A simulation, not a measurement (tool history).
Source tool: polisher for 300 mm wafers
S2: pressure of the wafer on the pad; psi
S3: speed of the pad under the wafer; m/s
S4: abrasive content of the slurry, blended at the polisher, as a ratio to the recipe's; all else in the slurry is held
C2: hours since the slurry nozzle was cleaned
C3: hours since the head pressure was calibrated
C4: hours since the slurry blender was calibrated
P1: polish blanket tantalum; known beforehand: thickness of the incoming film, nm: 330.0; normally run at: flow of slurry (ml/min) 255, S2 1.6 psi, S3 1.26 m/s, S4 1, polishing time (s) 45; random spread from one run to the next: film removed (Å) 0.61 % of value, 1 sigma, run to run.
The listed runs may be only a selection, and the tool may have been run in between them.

Run 1, hour 6: flow of slurry (ml/min) 255, S2 1.6 psi, S3 1.26 m/s, S4 1, polishing time (s) 45; wafers polished on this pad 598; C2 280.2; C3 137.8; C4 108.5. Result: film removed (Å) 892.36.
Run 2, hour 9.6: flow of slurry (ml/min) 255, S2 1.6 psi, S3 1.26 m/s, S4 1, polishing time (s) 29; wafers polished on this pad 623; C2 283.8; C3 141.4; C4 112.1. Result: film removed (Å) 571.98.
Run 3, hour 14.6: flow of slurry (ml/min) 255, S2 0.7 psi, S3 1.26 m/s, S4 1, polishing time (s) 45; wafers polished on this pad 656; C2 288.8; C3 146.4; C4 117.1. Result: film removed (Å) 392.94.
Run 4, hour 18: flow of slurry (ml/min) 255, S2 1.6 psi, S3 1.26 m/s, S4 0.5, polishing time (s) 45; wafers polished on this pad 679; C2 292.2; C3 149.8; C4 120.5. Result: film removed (Å) 696.91.
Run 5, hour 22: flow of slurry (ml/min) 255, S2 1.6 psi, S3 1.26 m/s, S4 1.25, polishing time (s) 45; wafers polished on this pad 706; C2 296.2; C3 153.8; C4 124.5. Result: film removed (Å) 947.29.
Run 6, hour 26.4: flow of slurry (ml/min) 255, S2 1.6 psi, S3 1.26 m/s, S4 1, polishing time (s) 45; wafers polished on this pad 736; C2 300.6; C3 158.2; C4 128.9. Result: film removed (Å) 881.73.
Run 7, hour 32: flow of slurry (ml/min) 190, S2 1.6 psi, S3 1.26 m/s, S4 1, polishing time (s) 70; wafers polished on this pad 774; C2 306.2; C3 163.8; C4 134.5. Result: film removed (Å) 1332.6.
At hour 36.7: slurry nozzle cleaned.
Run 8, hour 37.2: flow of slurry (ml/min) 255, S2 1.6 psi, S3 0.56 m/s, S4 1, polishing time (s) 45; wafers polished on this pad 809; C2 0.5; C3 169; C4 139.7. Result: film removed (Å) 396.12.
Run 9, hour 41.8: flow of slurry (ml/min) 255, S2 1.6 psi, S3 1.26 m/s, S4 1, polishing time (s) 45; wafers polished on this pad 840; C2 5.1; C3 173.6; C4 144.3. Result: film removed (Å) 888.03.
Run 10, hour 47: flow of slurry (ml/min) 355, S2 1.6 psi, S3 1.26 m/s, S4 1, polishing time (s) 45; wafers polished on this pad 875; C2 10.3; C3 178.8; C4 149.5. Result: film removed (Å) 917.96.
Run 11, hour 50.9: flow of slurry (ml/min) 155, S2 1.6 psi, S3 1.26 m/s, S4 1, polishing time (s) 45; wafers polished on this pad 901; C2 14.2; C3 182.7; C4 153.4. Result: film removed (Å) 821.66.
Run 12, hour 53.8: flow of slurry (ml/min) 255, S2 1.6 psi, S3 1.9 m/s, S4 1.35, polishing time (s) 45; wafers polished on this pad 921; C2 17.1; C3 185.6; C4 156.3. Result: film removed (Å) 1440.4.
Run 13, hour 57.4: flow of slurry (ml/min) 255, S2 1.6 psi, S3 1.74 m/s, S4 1, polishing time (s) 45; wafers polished on this pad 945; C2 20.7; C3 189.2; C4 159.9. Result: film removed (Å) 1233.5.
Run 14, hour 62.6: flow of slurry (ml/min) 255, S2 1.6 psi, S3 1.26 m/s, S4 1, polishing time (s) 45; wafers polished on this pad 980; C2 25.9; C3 194.4; C4 165.1. Result: film removed (Å) 890.69.
Run 15, hour 66.1: flow of slurry (ml/min) 255, S2 2.4 psi, S3 1.26 m/s, S4 1, polishing time (s) 45; wafers polished on this pad 1004; C2 29.4; C3 197.9; C4 168.6. Result: film removed (Å) 1343.9.
Run 16, hour 70.2: flow of slurry (ml/min) 255, S2 1.6 psi, S3 1.26 m/s, S4 1, polishing time (s) 45; wafers polished on this pad 1031; C2 33.5; C3 202; C4 172.7. Result: film removed (Å) 889.98.
Run 17, hour 76.2: flow of slurry (ml/min) 255, S2 1.6 psi, S3 0.66 m/s, S4 1, polishing time (s) 57; wafers polished on this pad 1072; C2 39.5; C3 208; C4 178.7. Result: film removed (Å) 591.46.
Run 18, hour 81.2: flow of slurry (ml/min) 255, S2 1.6 psi, S3 1.26 m/s, S4 1, polishing time (s) 71; wafers polished on this pad 1106; C2 44.5; C3 213; C4 183.7. Result: film removed (Å) 1405.
Run 19, hour 85.1: flow of slurry (ml/min) 255, S2 1.6 psi, S3 1.26 m/s, S4 1, polishing time (s) 45; wafers polished on this pad 1132; C2 48.4; C3 216.9; C4 187.6. Result: film removed (Å) 885.89.
Run 20, hour 90.9: flow of slurry (ml/min) 255, S2 1.6 psi, S3 1.26 m/s, S4 1, polishing time (s) 45; wafers polished on this pad 1171; C2 54.2; C3 222.7; C4 193.4. Result: film removed (Å) 890.74.
Run 21, hour 94.2: flow of slurry (ml/min) 255, S2 1.6 psi, S3 1.26 m/s, S4 1, polishing time (s) 45; wafers polished on this pad 1193; C2 57.5; C3 226; C4 196.7. Result: film removed (Å) 867.98.
Run 22, hour 99: flow of slurry (ml/min) 255, S2 1.6 psi, S3 1.26 m/s, S4 1, polishing time (s) 45; wafers polished on this pad 1226; C2 62.3; C3 230.8; C4 201.5. Result: film removed (Å) 842.19.
Run 23, hour 103.1: flow of slurry (ml/min) 255, S2 1.6 psi, S3 1.26 m/s, S4 1, polishing time (s) 45; wafers polished on this pad 1253; C2 66.4; C3 234.9; C4 205.6. Result: film removed (Å) 836.7.
At hour 105.7: slurry nozzle cleaned.
Run 24, hour 107: flow of slurry (ml/min) 255, S2 1.6 psi, S3 1.26 m/s, S4 1, polishing time (s) 45; wafers polished on this pad 1280; C2 1.3; C3 238.8; C4 209.5. Result: film removed (Å) 828.62.
Run 25, hour 112.8: flow of slurry (ml/min) 255, S2 1.6 psi, S3 1.26 m/s, S4 1, polishing time (s) 45; wafers polished on this pad 1319; C2 7.1; C3 244.6; C4 215.3. Result: film removed (Å) 828.55.
Run 26, hour 115.8: flow of slurry (ml/min) 255, S2 1.6 psi, S3 1.26 m/s, S4 1, polishing time (s) 45; wafers polished on this pad 1339; C2 10.1; C3 247.6; C4 218.3. Result: film removed (Å) 828.21.

For run 27, what comes out?
At hour 116.9: worn pad replaced by a new one.
Run 27, hour 119.2: flow of slurry (ml/min) 255, S2 1.6 psi, S3 1.26 m/s, S4 1, polishing time (s) 45; wafers polished on this pad 15; C2 13.5; C3 251; C4 221.7. Result: film removed (Å) ?.

film removed (Å): 826.96

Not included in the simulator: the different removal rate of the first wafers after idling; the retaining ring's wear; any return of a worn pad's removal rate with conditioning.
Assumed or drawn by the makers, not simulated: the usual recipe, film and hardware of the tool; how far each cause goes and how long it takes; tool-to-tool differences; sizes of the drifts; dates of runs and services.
